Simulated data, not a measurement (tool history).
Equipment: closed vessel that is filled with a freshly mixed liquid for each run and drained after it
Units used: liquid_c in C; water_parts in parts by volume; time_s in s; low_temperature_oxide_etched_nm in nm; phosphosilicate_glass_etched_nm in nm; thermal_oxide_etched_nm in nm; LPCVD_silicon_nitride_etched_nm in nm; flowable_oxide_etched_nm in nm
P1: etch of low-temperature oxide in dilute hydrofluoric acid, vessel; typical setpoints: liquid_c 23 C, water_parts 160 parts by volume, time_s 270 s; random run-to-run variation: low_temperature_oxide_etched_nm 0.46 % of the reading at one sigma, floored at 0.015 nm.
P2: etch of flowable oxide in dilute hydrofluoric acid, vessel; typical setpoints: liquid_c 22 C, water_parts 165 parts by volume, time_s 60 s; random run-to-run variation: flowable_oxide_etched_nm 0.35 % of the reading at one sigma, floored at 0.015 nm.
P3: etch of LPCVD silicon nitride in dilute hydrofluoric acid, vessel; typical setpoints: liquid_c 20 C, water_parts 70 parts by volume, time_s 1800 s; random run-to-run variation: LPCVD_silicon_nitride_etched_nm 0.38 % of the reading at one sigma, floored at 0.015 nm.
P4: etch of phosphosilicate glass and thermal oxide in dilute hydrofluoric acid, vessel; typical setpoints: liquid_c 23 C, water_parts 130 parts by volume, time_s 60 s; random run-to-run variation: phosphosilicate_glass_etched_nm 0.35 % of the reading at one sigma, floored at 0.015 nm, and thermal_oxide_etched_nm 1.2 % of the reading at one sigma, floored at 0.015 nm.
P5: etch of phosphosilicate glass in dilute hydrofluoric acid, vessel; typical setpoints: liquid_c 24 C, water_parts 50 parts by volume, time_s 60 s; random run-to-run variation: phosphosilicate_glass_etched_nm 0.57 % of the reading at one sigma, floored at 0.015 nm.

run	day	process	liquid_c	water_parts	time_s	hours since the thermometer was replaced	hours since the hydrofluoric acid flow meter was replaced	low_temperature_oxide_etched_nm	phosphosilicate_glass_etched_nm	thermal_oxide_etched_nm	LPCVD_silicon_nitride_etched_nm	flowable_oxide_etched_nm
1	0.467	P1	23	160	270	2161.5	1530.4	23.162				
2	0.733	P4	23	230	60	2167.9	1536.8		12.668	1.0155		
3	1.033	P5	24	50	60	2175.1	1544		209.35			
4	1.483	P5	24	50	60	2185.9	1554.8		206.72			
5	1.954	P4	23	130	110	2197.2	1566.1		45.698	3.7154		
6	2.438	P1	23	160	270	2208.8	1577.7	23.167				
7	2.879	P1	23	50	270	2219.4	1588.3	85.121				
8	3.133	P5	24	85	60	2225.5	1594.4		117.37			
9	3.554	P3	20	70	1800	2235.6	1604.5				8.0089	
10	4.05	P5	20	50	60	2247.5	1616.4		175.21			
11	4.283	P1	23	160	270	2253.1	1622	23.4				
12	4.65	P2	26.5	165	60	2261.9	1630.8					20.665
13	4.971	P1	23	160	460	2269.6	1638.5	39.622				
14	5.238	P4	23	130	60	2276	1644.9		24.803	2.0389		
15	5.592	P1	31.5	160	270	2284.5	1653.4	31.854				
16	5.858	P3	20	115	1800	2290.9	1659.8				4.9538	
17	6.246	P3	20	70	575	2300.2	1669.1				2.5214	
18	6.7	P3	20	70	1800	2311.1	1680				8.0361	
19	7.175	P2	22	225	60	2322.5	1691.4					11.967
20	7.483	P4	17	130	60	2329.9	1698.8		19.567	1.6225		
21	7.804	P5	24	50	30	2337.6	1706.5		104.51			
22	8.167	P1	23	160	270	2346.3	1715.2	23.307				
23	8.429	P1	23	160	270	2352.6	1721.5	23.465				
24	8.733	P4	23	130	60	2359.9	1728.8		24.983	1.989		
25	9.179	P1	23	220	270	2370.6	1739.5	15.781				
26	9.417	P2	22	165	60	2376.3	1745.2					17.331
27	9.846	P3	25	70	1800	2386.6	1755.5				11.199	
28	10.246	P1	31	50	270	2396.2	1765.1	116.87				
29	10.467	P1	17	160	270	2401.5	1770.4	18.233				
30	10.733	P1	31	45	270	2407.9	1776.8	131.43				
31	10.958	P1	23	160	125	2413.3	1782.2	10.741				
32	11.229	P2	22	165	30	2419.8	1788.7					8.6756
33	11.725	P1	23	160	270	2431.7	1800.6	23.233				
34	11.958	P1	23	160	270	2437.3	1806.2	23.555				
35	12.429	P1	23	160	270	2448.6	1817.5	24.263				
36	12.729	P1	23	160	270	2455.8	1824.7	24.383				
37	13.125	P1	23	160	270	2465.3	1834.2	24.776				
38	13.488	P1	23	160	270	2474	1842.9	24.759				
39	13.804	P1	23	160	270	2481.6	1850.5	24.839				
40	14.288	P1	23	160	270	2493.2	1862.1	25.08				
41	14.571	P1	23	160	270	2500	1868.9	24.969				
42	14.958	P1	23	160	270	2509.3	1878.2	25.16				
43	15.312	P1	23	160	270	2517.8	1886.7	25.034				
44	15.592	P1	23	160	270	2524.5	1893.4	24.859				

P1 has crept away from where it was. The log is fitted equally well by each of these 2 causes, at the sizes shown:
A: hydrofluoric acid flow above the setpoint (%) = 6.53
B: liquid hotter than its thermometer reads (K) = 1.96
The process output started creeping at around day 11.725.

Which of the 4 check runs listed below separates the causes, so that each cause would produce a clearly different result? Each run uses one wafer, and its results are marked with question marks.
check 1	15.871	P4	17	225	60				?	?		
check 2	15.871	P5	24	80	30				?			
check 3	15.871	P2	25.5	165	60							?
check 4	15.871	P3	24.5	105	1800						?	

Expected result of each check under each candidate cause:
check	result	if A	if B
check 1	phosphosilicate_glass_etched_nm	11.164	11.171
check 1	thermal_oxide_etched_nm	0.91199	0.9126
check 2	phosphosilicate_glass_etched_nm	66.83	67.414
check 3	flowable_oxide_etched_nm	21.394	21.335
check 4	LPCVD_silicon_nitride_etched_nm	7.7378	8.2554
Distance between the nearest two causes, measured in the result of the check that separates them most: check 1 0.07 %; check 2 0.87 %; check 3 0.28 %; check 4 6.47 %
Only check 4 tells the causes apart: in the others they would give nearly the same result.

Check 4 was then run and gave: LPCVD_silicon_nitride_etched_nm 8.2145 nm. Which cause is it?

The correct cause is B, namely: liquid hotter than its thermometer reads (K).

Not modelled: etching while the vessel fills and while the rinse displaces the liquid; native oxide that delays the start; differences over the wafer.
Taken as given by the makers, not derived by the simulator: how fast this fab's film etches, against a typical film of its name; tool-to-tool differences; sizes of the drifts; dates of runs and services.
